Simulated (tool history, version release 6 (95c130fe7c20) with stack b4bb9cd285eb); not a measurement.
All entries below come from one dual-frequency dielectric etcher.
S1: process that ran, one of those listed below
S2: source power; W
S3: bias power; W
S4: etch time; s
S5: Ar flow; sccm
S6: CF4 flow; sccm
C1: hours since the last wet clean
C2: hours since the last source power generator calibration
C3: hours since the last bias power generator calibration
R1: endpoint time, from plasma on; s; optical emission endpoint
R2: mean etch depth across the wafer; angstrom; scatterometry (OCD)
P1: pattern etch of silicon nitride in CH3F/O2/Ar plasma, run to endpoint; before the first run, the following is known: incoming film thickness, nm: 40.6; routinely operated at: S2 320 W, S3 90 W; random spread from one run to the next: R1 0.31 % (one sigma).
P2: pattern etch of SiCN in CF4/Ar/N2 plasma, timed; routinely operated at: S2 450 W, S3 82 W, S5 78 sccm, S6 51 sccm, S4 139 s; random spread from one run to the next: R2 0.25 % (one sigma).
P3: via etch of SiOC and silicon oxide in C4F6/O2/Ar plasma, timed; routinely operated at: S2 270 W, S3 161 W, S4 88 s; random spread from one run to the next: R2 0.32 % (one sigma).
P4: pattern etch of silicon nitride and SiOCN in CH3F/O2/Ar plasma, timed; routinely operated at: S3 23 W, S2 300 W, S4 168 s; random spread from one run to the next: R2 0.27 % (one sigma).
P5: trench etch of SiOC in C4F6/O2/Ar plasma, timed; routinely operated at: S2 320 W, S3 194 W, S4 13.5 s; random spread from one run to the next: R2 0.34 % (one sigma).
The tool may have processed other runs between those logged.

{"run": 1, "hour": 8.2, "S1": "P1", "S2": 320, "S3": 90, "C1": 292.3, "C2": 586.9, "C3": 1408.3, "R1": 60.043}
{"run": 2, "hour": 13.6, "S1": "P5", "S2": 320, "S3": 194, "S4": 13.5, "C1": 297.7, "C2": 592.3, "C3": 1413.7, "R2": 265.64}
{"run": 3, "hour": 23.4, "S1": "P1", "S2": 400, "S3": 71, "C1": 307.5, "C2": 602.1, "C3": 1423.5, "R1": 60.367}
{"run": 4, "hour": 31.8, "S1": "P4", "S2": 390, "S3": 23, "S4": 168, "C1": 315.9, "C2": 610.5, "C3": 1431.9, "R2": 230.26}
{"run": 5, "hour": 38.0, "S1": "P4", "S2": 300, "S3": 23, "S4": 168, "C1": 322.1, "C2": 616.7, "C3": 1438.1, "R2": 209.62}
{"run": 6, "hour": 43.1, "S1": "P3", "S2": 180, "S3": 161, "S4": 88, "C1": 327.2, "C2": 621.8, "C3": 1443.2, "R2": 697.86}
{"run": 7, "hour": 50.1, "S1": "P1", "S2": 320, "S3": 90, "C1": 334.2, "C2": 628.8, "C3": 1450.2, "R1": 59.932}
{"run": 8, "hour": 60.5, "S1": "P1", "S2": 320, "S3": 61, "C1": 344.6, "C2": 639.2, "C3": 1460.6, "R1": 68.832}
{"run": 9, "hour": 68.5, "S1": "P5", "S2": 320, "S3": 194, "S4": 17, "C1": 352.6, "C2": 647.2, "C3": 1468.6, "R2": 336.5}
{"run": 10, "hour": 75.9, "S1": "P3", "S2": 270, "S3": 161, "S4": 88, "C1": 360, "C2": 654.6, "C3": 1476, "R2": 811.52}
{"run": 11, "hour": 85.2, "S1": "P2", "S2": 450, "S3": 82, "S4": 139, "S5": 78, "S6": 51, "C1": 369.3, "C2": 663.9, "C3": 1485.3, "R2": 1294.8}
{"run": 12, "hour": 91.6, "S1": "P2", "S2": 450, "S3": 82, "S4": 139, "S5": 98, "S6": 51, "C1": 375.7, "C2": 670.3, "C3": 1491.7, "R2": 1253}
{"run": 13, "hour": 101.5, "S1": "P3", "S2": 270, "S3": 161, "S4": 131, "C1": 385.6, "C2": 680.2, "C3": 1501.6, "R2": 1207.7}
{"run": 14, "hour": 111.6, "S1": "P2", "S2": 450, "S3": 64, "S4": 139, "S5": 78, "S6": 51, "C1": 395.7, "C2": 690.3, "C3": 1511.7, "R2": 1188.9}
{"run": 15, "hour": 116.4, "S1": "P2", "S2": 340, "S3": 82, "S4": 139, "S5": 78, "S6": 51, "C1": 400.5, "C2": 695.1, "C3": 1516.5, "R2": 1015.7}
{"run": 16, "hour": 123.2, "S1": "P3", "S2": 270, "S3": 114, "S4": 88, "C1": 407.3, "C2": 701.9, "C3": 1523.3, "R2": 732.65}
{"run": 17, "hour": 128.5, "S1": "P1", "S2": 320, "S3": 90, "C1": 412.6, "C2": 707.2, "C3": 1528.6, "R1": 60.315}
{"run": 18, "hour": 135.4, "S1": "P4", "S2": 300, "S3": 31, "S4": 168, "C1": 419.5, "C2": 714.1, "C3": 1535.5, "R2": 241.14}
{"run": 19, "hour": 141.4, "S1": "P1", "S2": 390, "S3": 72, "C1": 425.5, "C2": 720.1, "C3": 1541.5, "R1": 60.181}
{"run": 20, "hour": 146.3, "S1": "P1", "S2": 320, "S3": 90, "C1": 430.4, "C2": 725, "C3": 1546.4, "R1": 60.504}
{"run": 21, "hour": 155.7, "S1": "P4", "S2": 300, "S3": 23, "S4": 111.5, "C1": 439.8, "C2": 734.4, "C3": 1555.8, "R2": 139.5}
{"run": 22, "hour": 165.1, "S1": "P3", "S2": 270, "S3": 161, "S4": 88, "C1": 449.2, "C2": 743.8, "C3": 1565.2, "R2": 814.75}
{"run": 23, "hour": 170.2, "S1": "P2", "S2": 450, "S3": 82, "S4": 139, "S5": 78, "S6": 37, "C1": 454.3, "C2": 748.9, "C3": 1570.3, "R2": 1238}
{"run": 24, "hour": 175.2, "S1": "P5", "S2": 380, "S3": 194, "S4": 13.5, "C1": 459.3, "C2": 753.9, "C3": 1575.3, "R2": 282.16}
{"run": 25, "hour": 181.0, "S1": "P2", "S2": 450, "S3": 82, "S4": 178, "S5": 78, "S6": 51, "C1": 465.1, "C2": 759.7, "C3": 1581.1, "R2": 1653.2}
{"run": 26, "hour": 191.3, "S1": "P1", "S2": 320, "S3": 90, "C1": 475.4, "C2": 770, "C3": 1591.4, "R1": 60.016}
{"run": 27, "hour": 201.5, "S1": "P5", "S2": 320, "S3": 267, "S4": 13.5, "C1": 485.6, "C2": 780.2, "C3": 1601.6, "R2": 297.69}
{"run": 28, "hour": 211.5, "S1": "P1", "S2": 320, "S3": 112, "C1": 495.6, "C2": 790.2, "C3": 1611.6, "R1": 55.636}
{"run": 29, "hour": 216.6, "S1": "P1", "S2": 220, "S3": 90, "C1": 500.7, "C2": 795.3, "C3": 1616.7, "R1": 69.133}
{"run": 30, "hour": 222.3, "S1": "P5", "S2": 320, "S3": 194, "S4": 13.5, "C1": 506.4, "C2": 801, "C3": 1622.4, "R2": 266.24}
{"run": 31, "hour": 227.0, "S1": "P1", "S2": 420, "S3": 90, "C1": 511.1, "C2": 805.7, "C3": 1627.1, "R1": 54.409}
{"run": 32, "hour": 233.4, "S1": "P1", "S2": 320, "S3": 90, "C1": 517.5, "C2": 812.1, "C3": 1633.5, "R1": 60.529}
{"run": 33, "hour": 239.4, "S1": "P1", "S2": 320, "S3": 90, "C1": 523.5, "C2": 818.1, "C3": 1639.5, "R1": 60.29}
{"run": 34, "hour": 247.2, "S1": "P1", "S2": 320, "S3": 90, "C1": 531.3, "C2": 825.9, "C3": 1647.3, "R1": 60.881}
{"run": 35, "hour": 252.3, "S1": "P1", "S2": 320, "S3": 90, "C1": 536.4, "C2": 831, "C3": 1652.4, "R1": 61.1}
{"run": 36, "hour": 258.0, "S1": "P1", "S2": 320, "S3": 90, "C1": 542.1, "C2": 836.7, "C3": 1658.1, "R1": 61.21}
{"run": 37, "hour": 263.2, "S1": "P1", "S2": 320, "S3": 90, "C1": 547.3, "C2": 841.9, "C3": 1663.3, "R1": 61.13}
{"hour": 270.2, "done": "wet clean of the chamber"}
{"run": 38, "hour": 272.3, "S1": "P1", "S2": 320, "S3": 90, "C1": 2.1, "C2": 851, "C3": 1672.4, "R1": 60.972}
{"run": 39, "hour": 282.3, "S1": "P1", "S2": 320, "S3": 90, "C1": 12.1, "C2": 861, "C3": 1682.4, "R1": 61.05}
{"run": 40, "hour": 290.9, "S1": "P1", "S2": 320, "S3": 90, "C1": 20.7, "C2": 869.6, "C3": 1691, "R1": 61.315}
{"run": 41, "hour": 297.6, "S1": "P1", "S2": 320, "S3": 90, "C1": 27.4, "C2": 876.3, "C3": 1697.7, "R1": 61.035}

Compared with where it was, what P1 gives has crept away. Each cause listed below fits the log as well as the rest, at the size given for it:
A: source power that arrives under what is set, % = 4.06
B: bias power that arrives under what is set, % = 4.16
The creep began at about hour 233.4.
Excluded causes, each with its reason:
chamber walls in a state that lowers the etch rate, %: serviced at hour 270.2, after the change had begun; the process did not return to its earlier output

Consider the 4 single-wafer check runs listed below, results given as question marks: which one distinguishes between the causes by giving clearly different results for each?
{"run": "check 1", "hour": 304.3, "S1": "P4", "S2": 300, "S3": 23, "S4": 168, "R2": "?"}
{"run": "check 2", "hour": 304.3, "S1": "P5", "S2": 320, "S3": 194, "S4": 13.5, "R2": "?"}
{"run": "check 3", "hour": 304.3, "S1": "P2", "S2": 450, "S3": 82, "S4": 139, "S5": 78, "S6": 51, "R2": "?"}
{"run": "check 4", "hour": 304.3, "S1": "P3", "S2": 270, "S3": 161, "S4": 88, "R2": "?"}

Predicted outcomes, by check and by cause:
check=check_1 result=R2 if_A=207.2 if_B=206.13
check=check_2 result=R2 if_A=261.81 if_B=262.37
check=check_3 result=R2 if_A=1250.5 if_B=1277.1
check=check_4 result=R2 if_A=799.34 if_B=801.21
How far apart the two closest causes lie, in the result that separates them most: check 1 0.52 %; check 2 0.22 %; check 3 2.1 %; check 4 0.23 %
Check 3 distinguishes between the causes, while the remaining checks would return nearly the same result for all of them.

Check 3 was carried out, with these results: R2 1254.8 angstrom. Which of the listed causes is responsible?

A is the cause: source power that arrives under what is set, %.

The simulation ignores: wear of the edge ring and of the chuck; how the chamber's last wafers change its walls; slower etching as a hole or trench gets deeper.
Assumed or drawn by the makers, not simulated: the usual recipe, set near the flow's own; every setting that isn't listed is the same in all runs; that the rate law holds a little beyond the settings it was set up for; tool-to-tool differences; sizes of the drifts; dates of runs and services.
